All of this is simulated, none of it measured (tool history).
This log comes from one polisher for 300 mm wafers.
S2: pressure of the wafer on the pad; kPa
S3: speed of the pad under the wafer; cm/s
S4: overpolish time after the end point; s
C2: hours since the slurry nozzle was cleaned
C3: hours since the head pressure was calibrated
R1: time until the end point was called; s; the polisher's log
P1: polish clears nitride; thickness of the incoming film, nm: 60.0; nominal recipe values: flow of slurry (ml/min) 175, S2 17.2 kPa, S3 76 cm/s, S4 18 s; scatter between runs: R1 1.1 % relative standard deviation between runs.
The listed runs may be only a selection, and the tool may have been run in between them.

run 1 hour=3.1 | flow_of_slurry_(ml/min)=175 S2=17.2 S3=76 S4=18 | wafers_polished_on_this_pad=522 C2=60.7 C3=628.6 | R1=96.891
run 2 hour=5.6 | flow_of_slurry_(ml/min)=175 S2=17.2 S3=76 S4=18 | wafers_polished_on_this_pad=538 C2=63.2 C3=631.1 | R1=95.768
run 3 hour=8.0 | flow_of_slurry_(ml/min)=175 S2=17.2 S3=76 S4=18 | wafers_polished_on_this_pad=553 C2=65.6 C3=633.5 | R1=97.539
run 4 hour=11.1 | flow_of_slurry_(ml/min)=175 S2=17.2 S3=120 S4=18 | wafers_polished_on_this_pad=573 C2=68.7 C3=636.6 | R1=61.030
run 5 hour=13.0 | flow_of_slurry_(ml/min)=175 S2=17.2 S3=76 S4=32 | wafers_polished_on_this_pad=585 C2=70.6 C3=638.5 | R1=97.978
run 6 hour=15.2 | flow_of_slurry_(ml/min)=175 S2=17.2 S3=76 S4=8 | wafers_polished_on_this_pad=598 C2=72.8 C3=640.7 | R1=96.621
-- hour=16.1 head pressure recalibrated
run 7 hour=18.5 | flow_of_slurry_(ml/min)=240 S2=17.2 S3=76 S4=18 | wafers_polished_on_this_pad=619 C2=76.1 C3=2.5 | R1=92.845
run 8 hour=21.9 | flow_of_slurry_(ml/min)=175 S2=7.6 S3=76 S4=18 | wafers_polished_on_this_pad=641 C2=79.5 C3=5.9 | R1=221.440
run 9 hour=25.4 | flow_of_slurry_(ml/min)=175 S2=27.6 S3=76 S4=18 | wafers_polished_on_this_pad=663 C2=83.0 C3=9.4 | R1=60.018
run 10 hour=27.7 | flow_of_slurry_(ml/min)=105 S2=17.2 S3=76 S4=18 | wafers_polished_on_this_pad=677 C2=85.3 C3=11.7 | R1=106.260
run 11 hour=30.3 | flow_of_slurry_(ml/min)=175 S2=17.2 S3=76 S4=18 | wafers_polished_on_this_pad=694 C2=87.9 C3=14.3 | R1=96.315
run 12 hour=34.0 | flow_of_slurry_(ml/min)=175 S2=17.2 S3=112 S4=31 | wafers_polished_on_this_pad=717 C2=91.6 C3=18.0 | R1=64.949
run 13 hour=36.8 | flow_of_slurry_(ml/min)=225 S2=17.2 S3=100 S4=18 | wafers_polished_on_this_pad=735 C2=94.4 C3=20.8 | R1=69.891
run 14 hour=40.8 | flow_of_slurry_(ml/min)=175 S2=17.2 S3=76 S4=18 | wafers_polished_on_this_pad=760 C2=98.4 C3=24.8 | R1=97.367
run 15 hour=44.4 | flow_of_slurry_(ml/min)=175 S2=17.2 S3=76 S4=18 | wafers_polished_on_this_pad=783 C2=102.0 C3=28.4 | R1=95.329
run 16 hour=48.2 | flow_of_slurry_(ml/min)=175 S2=17.2 S3=40 S4=18 | wafers_polished_on_this_pad=807 C2=105.8 C3=32.2 | R1=184.850
run 17 hour=51.5 | flow_of_slurry_(ml/min)=175 S2=17.2 S3=76 S4=18 | wafers_polished_on_this_pad=828 C2=109.1 C3=35.5 | R1=97.026
run 18 hour=53.5 | flow_of_slurry_(ml/min)=175 S2=17.2 S3=76 S4=18 | wafers_polished_on_this_pad=840 C2=111.1 C3=37.5 | R1=97.893
run 19 hour=56.2 | flow_of_slurry_(ml/min)=175 S2=17.2 S3=76 S4=18 | wafers_polished_on_this_pad=857 C2=113.8 C3=40.2 | R1=101.160
run 20 hour=58.5 | flow_of_slurry_(ml/min)=175 S2=17.2 S3=76 S4=18 | wafers_polished_on_this_pad=872 C2=116.1 C3=42.5 | R1=102.280
run 21 hour=62.4 | flow_of_slurry_(ml/min)=175 S2=17.2 S3=76 S4=18 | wafers_polished_on_this_pad=897 C2=120.0 C3=46.4 | R1=102.640
run 22 hour=65.3 | flow_of_slurry_(ml/min)=175 S2=17.2 S3=76 S4=18 | wafers_polished_on_this_pad=915 C2=122.9 C3=49.3 | R1=104.320
-- hour=67.3 head pressure recalibrated
run 23 hour=69.2 | flow_of_slurry_(ml/min)=175 S2=17.2 S3=76 S4=18 | wafers_polished_on_this_pad=940 C2=126.8 C3=2.0 | R1=102.950
run 24 hour=72.8 | flow_of_slurry_(ml/min)=175 S2=17.2 S3=76 S4=18 | wafers_polished_on_this_pad=962 C2=130.4 C3=5.6 | R1=103.130
run 25 hour=75.4 | flow_of_slurry_(ml/min)=175 S2=17.2 S3=76 S4=18 | wafers_polished_on_this_pad=979 C2=133.0 C3=8.2 | R1=103.420

Compared with where it was, what P1 gives has crept away. Each cause listed below fits the log as well as the rest, at the size given for it:
A: removal rate lost through wear of the pad, % = 6.9
B: slurry flow missing at the pad, % = 32.5
The onset of the drift is placed at about hour 51.5.
Excluded causes, each with its reason:
head's pressure below its setpoint, %: serviced after onset, at hour 67.3, with no recovery of the prior output

Each of the check runs listed below is run on 5 wafers and reports their average, with the results left as question marks. Pick the one under which the possible causes would lead to clearly different results.
run check 1 hour=78.0 | flow_of_slurry_(ml/min)=110 S2=17.2 S3=76 S4=25 | R1=?
run check 2 hour=78.0 | flow_of_slurry_(ml/min)=175 S2=24.8 S3=76 S4=18 | R1=?
run check 3 hour=78.0 | flow_of_slurry_(ml/min)=175 S2=22.8 S3=76 S4=18 | R1=?
run check 4 hour=78.0 | flow_of_slurry_(ml/min)=175 S2=26.2 S3=50 S4=18 | R1=?

How each check would come out, cause by cause:
check=check_1 result=R1 if_A=113.450 if_B=117.710
check=check_2 result=R1 if_A=72.186 if_B=72.190
check=check_3 result=R1 if_A=78.749 if_B=78.753
check=check_4 result=R1 if_A=103.950 if_B=103.950
Minimum pairwise separation of causes per check, each pair taken at its best-separating result: check 1 3.68 %; check 2 0.01 %; check 3 0.01 %; check 4 0.01 %
Only check 1 tells the causes apart: in the others they would give nearly the same result.

Then check 1 was run and gave: R1 114.050 s. Which cause is it?

Of the candidate causes, it is A: removal rate lost through wear of the pad, %.

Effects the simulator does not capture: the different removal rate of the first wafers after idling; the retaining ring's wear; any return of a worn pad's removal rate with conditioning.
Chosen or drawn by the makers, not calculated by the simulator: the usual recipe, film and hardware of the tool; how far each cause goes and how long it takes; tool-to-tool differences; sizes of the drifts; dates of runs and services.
